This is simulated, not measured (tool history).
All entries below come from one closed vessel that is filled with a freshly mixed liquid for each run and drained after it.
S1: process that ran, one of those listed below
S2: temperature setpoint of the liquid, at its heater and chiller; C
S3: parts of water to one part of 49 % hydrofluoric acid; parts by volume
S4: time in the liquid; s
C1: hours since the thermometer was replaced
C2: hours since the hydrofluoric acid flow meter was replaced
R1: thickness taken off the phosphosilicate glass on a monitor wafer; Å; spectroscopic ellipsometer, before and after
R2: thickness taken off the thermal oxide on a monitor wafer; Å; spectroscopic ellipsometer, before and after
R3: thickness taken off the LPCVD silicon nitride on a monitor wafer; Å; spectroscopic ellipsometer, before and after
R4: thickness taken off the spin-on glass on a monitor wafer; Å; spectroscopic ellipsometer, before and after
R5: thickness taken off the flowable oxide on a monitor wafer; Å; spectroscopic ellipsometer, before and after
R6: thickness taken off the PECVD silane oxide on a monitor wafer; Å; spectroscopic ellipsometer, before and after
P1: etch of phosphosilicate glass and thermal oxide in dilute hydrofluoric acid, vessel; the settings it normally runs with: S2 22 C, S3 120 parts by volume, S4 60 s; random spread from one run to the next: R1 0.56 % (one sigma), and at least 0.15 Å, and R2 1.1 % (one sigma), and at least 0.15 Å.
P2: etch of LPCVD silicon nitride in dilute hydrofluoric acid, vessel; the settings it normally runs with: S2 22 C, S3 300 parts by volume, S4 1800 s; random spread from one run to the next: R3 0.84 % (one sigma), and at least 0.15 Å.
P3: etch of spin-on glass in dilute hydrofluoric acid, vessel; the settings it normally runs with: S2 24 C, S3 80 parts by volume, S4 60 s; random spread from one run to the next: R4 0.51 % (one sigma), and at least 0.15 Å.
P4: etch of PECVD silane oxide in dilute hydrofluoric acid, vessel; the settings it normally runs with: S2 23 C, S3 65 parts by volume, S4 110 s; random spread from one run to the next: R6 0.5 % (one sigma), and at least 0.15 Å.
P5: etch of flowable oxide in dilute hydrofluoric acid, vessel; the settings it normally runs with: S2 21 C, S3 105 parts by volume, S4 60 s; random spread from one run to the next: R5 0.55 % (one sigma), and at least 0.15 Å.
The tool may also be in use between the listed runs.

{"run": 1, "hour": 8.0, "S1": "P1", "S2": 22, "S3": 120, "S4": 60, "C1": 1090.2, "C2": 343.9, "R1": 275.94, "R2": 21.645}
{"run": 2, "hour": 13.6, "S1": "P1", "S2": 22, "S3": 120, "S4": 60, "C1": 1095.8, "C2": 349.5, "R1": 275.48, "R2": 21.21}
{"run": 3, "hour": 22.4, "S1": "P2", "S2": 22, "S3": 480, "S4": 1800, "C1": 1104.6, "C2": 358.3, "R3": 18.992}
{"run": 4, "hour": 31.0, "S1": "P2", "S2": 22, "S3": 300, "S4": 3600, "C1": 1113.2, "C2": 366.9, "R3": 58.51}
{"run": 5, "hour": 36.3, "S1": "P1", "S2": 22, "S3": 120, "S4": 60, "C1": 1118.5, "C2": 372.2, "R1": 274.54, "R2": 21.246}
{"run": 6, "hour": 40.8, "S1": "P3", "S2": 24, "S3": 80, "S4": 60, "C1": 1123, "C2": 376.7, "R4": 359.69}
{"run": 7, "hour": 45.9, "S1": "P5", "S2": 21, "S3": 105, "S4": 105, "C1": 1128.1, "C2": 381.8, "R5": 494.68}
{"run": 8, "hour": 52.4, "S1": "P1", "S2": 18.5, "S3": 120, "S4": 60, "C1": 1134.6, "C2": 388.3, "R1": 239.05, "R2": 18.74}
{"run": 9, "hour": 58.8, "S1": "P2", "S2": 22, "S3": 300, "S4": 1800, "C1": 1141, "C2": 394.7, "R3": 29.504}
{"run": 10, "hour": 64.2, "S1": "P2", "S2": 17, "S3": 300, "S4": 1800, "C1": 1146.4, "C2": 400.1, "R3": 21.27}
{"run": 11, "hour": 74.0, "S1": "P5", "S2": 17, "S3": 105, "S4": 60, "C1": 1156.2, "C2": 409.9, "R5": 237.41}
{"run": 12, "hour": 80.7, "S1": "P1", "S2": 26.5, "S3": 120, "S4": 60, "C1": 1162.9, "C2": 416.6, "R1": 325.79, "R2": 25.593}
{"run": 13, "hour": 88.8, "S1": "P4", "S2": 23, "S3": 65, "S4": 185, "C1": 1171, "C2": 424.7, "R6": 525.65}
{"run": 14, "hour": 98.1, "S1": "P5", "S2": 21, "S3": 155, "S4": 60, "C1": 1180.3, "C2": 434, "R5": 179.33}
{"run": 15, "hour": 106.8, "S1": "P3", "S2": 24, "S3": 80, "S4": 60, "C1": 1189, "C2": 442.7, "R4": 356.25}
{"run": 16, "hour": 115.8, "S1": "P1", "S2": 22, "S3": 120, "S4": 60, "C1": 1198, "C2": 451.7, "R1": 275.35, "R2": 21.677}
{"run": 17, "hour": 120.9, "S1": "P5", "S2": 21, "S3": 105, "S4": 60, "C1": 1203.1, "C2": 456.8, "R5": 282.22}
{"run": 18, "hour": 128.1, "S1": "P1", "S2": 22, "S3": 120, "S4": 60, "C1": 1210.3, "C2": 464, "R1": 275.18, "R2": 21.553}
{"run": 19, "hour": 134.8, "S1": "P1", "S2": 22, "S3": 190, "S4": 30, "C1": 1217, "C2": 470.7, "R1": 80.759, "R2": 6.258}
{"run": 20, "hour": 144.6, "S1": "P4", "S2": 23, "S3": 20, "S4": 110, "C1": 1226.8, "C2": 480.5, "R6": 1088.6}
{"run": 21, "hour": 151.1, "S1": "P3", "S2": 24, "S3": 45, "S4": 60, "C1": 1233.3, "C2": 487, "R4": 668.65}
{"run": 22, "hour": 155.6, "S1": "P4", "S2": 23, "S3": 65, "S4": 110, "C1": 1237.8, "C2": 491.5, "R6": 312.77}
{"run": 23, "hour": 162.0, "S1": "P4", "S2": 23, "S3": 65, "S4": 110, "C1": 1244.2, "C2": 497.9, "R6": 316.3}
{"run": 24, "hour": 167.2, "S1": "P3", "S2": 24, "S3": 80, "S4": 30, "C1": 1249.4, "C2": 503.1, "R4": 179.13}
{"run": 25, "hour": 172.4, "S1": "P1", "S2": 22, "S3": 120, "S4": 60, "C1": 1254.6, "C2": 508.3, "R1": 275.45, "R2": 21.452}
{"run": 26, "hour": 180.9, "S1": "P1", "S2": 22, "S3": 120, "S4": 35, "C1": 1263.1, "C2": 516.8, "R1": 159.17, "R2": 13.078}
{"run": 27, "hour": 185.8, "S1": "P1", "S2": 22, "S3": 220, "S4": 60, "C1": 1268, "C2": 521.7, "R1": 133.95, "R2": 10.475}
{"run": 28, "hour": 194.4, "S1": "P3", "S2": 28, "S3": 80, "S4": 60, "C1": 1276.6, "C2": 530.3, "R4": 421.59}
{"run": 29, "hour": 200.9, "S1": "P2", "S2": 22, "S3": 300, "S4": 1800, "C1": 1283.1, "C2": 536.8, "R3": 30.299}
{"run": 30, "hour": 208.3, "S1": "P1", "S2": 22, "S3": 60, "S4": 60, "C1": 1290.5, "C2": 544.2, "R1": 587.46, "R2": 45.989}
{"run": 31, "hour": 218.7, "S1": "P1", "S2": 22, "S3": 120, "S4": 120, "C1": 1300.9, "C2": 554.6, "R1": 548.06, "R2": 42.988}
{"run": 32, "hour": 227.4, "S1": "P1", "S2": 29, "S3": 185, "S4": 60, "C1": 1309.6, "C2": 563.3, "R1": 215.04, "R2": 16.864}
{"run": 33, "hour": 237.2, "S1": "P5", "S2": 21, "S3": 105, "S4": 60, "C1": 1319.4, "C2": 573.1, "R5": 281.27}
{"run": 34, "hour": 246.2, "S1": "P4", "S2": 17.5, "S3": 65, "S4": 110, "C1": 1328.4, "C2": 582.1, "R6": 252.37}
{"run": 35, "hour": 251.7, "S1": "P1", "S2": 22, "S3": 120, "S4": 60, "C1": 1333.9, "C2": 587.6, "R1": 272.78, "R2": 21.415}
{"run": 36, "hour": 261.4, "S1": "P1", "S2": 22, "S3": 120, "S4": 60, "C1": 1343.6, "C2": 597.3, "R1": 273.12, "R2": 21.767}
{"run": 37, "hour": 265.9, "S1": "P1", "S2": 22, "S3": 120, "S4": 60, "C1": 1348.1, "C2": 601.8, "R1": 283.07, "R2": 22.447}
{"run": 38, "hour": 275.5, "S1": "P1", "S2": 22, "S3": 120, "S4": 60, "C1": 1357.7, "C2": 611.4, "R1": 296.44, "R2": 23.407}
{"run": 39, "hour": 285.5, "S1": "P1", "S2": 22, "S3": 120, "S4": 60, "C1": 1367.7, "C2": 621.4, "R1": 300, "R2": 23.193}
{"run": 40, "hour": 294.6, "S1": "P1", "S2": 22, "S3": 120, "S4": 60, "C1": 1376.8, "C2": 630.5, "R1": 299.61, "R2": 23.613}
{"run": 41, "hour": 299.9, "S1": "P1", "S2": 22, "S3": 120, "S4": 60, "C1": 1382.1, "C2": 635.8, "R1": 299.83, "R2": 23.502}
{"run": 42, "hour": 304.9, "S1": "P1", "S2": 22, "S3": 120, "S4": 60, "C1": 1387.1, "C2": 640.8, "R1": 300.64, "R2": 23.605}

The output of P1 has drifted from where it used to be. Each of the 2 causes below, taken at the size shown beside it, accounts for the log equally well:
A: hydrofluoric acid flow above the setpoint (%) = 8.55
B: liquid hotter than its thermometer reads (K) = 2.37
The gradual shift began around hour 261.4.

4 check runs are offered, each on 2 wafers whose results are averaged, their results left as question marks. Which one tells the causes apart?
{"run": "check 1", "hour": 309.9, "S1": "P2", "S2": 22, "S3": 300, "S4": 1800, "R3": "?"}
{"run": "check 2", "hour": 309.9, "S1": "P3", "S2": 24, "S3": 80, "S4": 60, "R4": "?"}
{"run": "check 3", "hour": 309.9, "S1": "P4", "S2": 23, "S3": 65, "S4": 110, "R6": "?"}
{"run": "check 4", "hour": 309.9, "S1": "P5", "S2": 21, "S3": 105, "S4": 60, "R5": "?"}

Check results expected under each cause:
check=check_1 result=R3 if_A=31.895 if_B=34.055
check=check_2 result=R4 if_A=393.25 if_B=394.94
check=check_3 result=R6 if_A=342.5 if_B=345.14
check=check_4 result=R5 if_A=306.18 if_B=307.3
Separation of the two closest causes in each check, using whichever result separates them best: check 1 6.55 %; check 2 0.43 %; check 3 0.77 %; check 4 0.36 %
The causes can be told apart only by check 1. The other checks would give nearly the same results under each of them.

With check 1 done, the readings were: R3 33.77 Å. Identify which of the listed causes applies.

It was cause B: liquid hotter than its thermometer reads (K).

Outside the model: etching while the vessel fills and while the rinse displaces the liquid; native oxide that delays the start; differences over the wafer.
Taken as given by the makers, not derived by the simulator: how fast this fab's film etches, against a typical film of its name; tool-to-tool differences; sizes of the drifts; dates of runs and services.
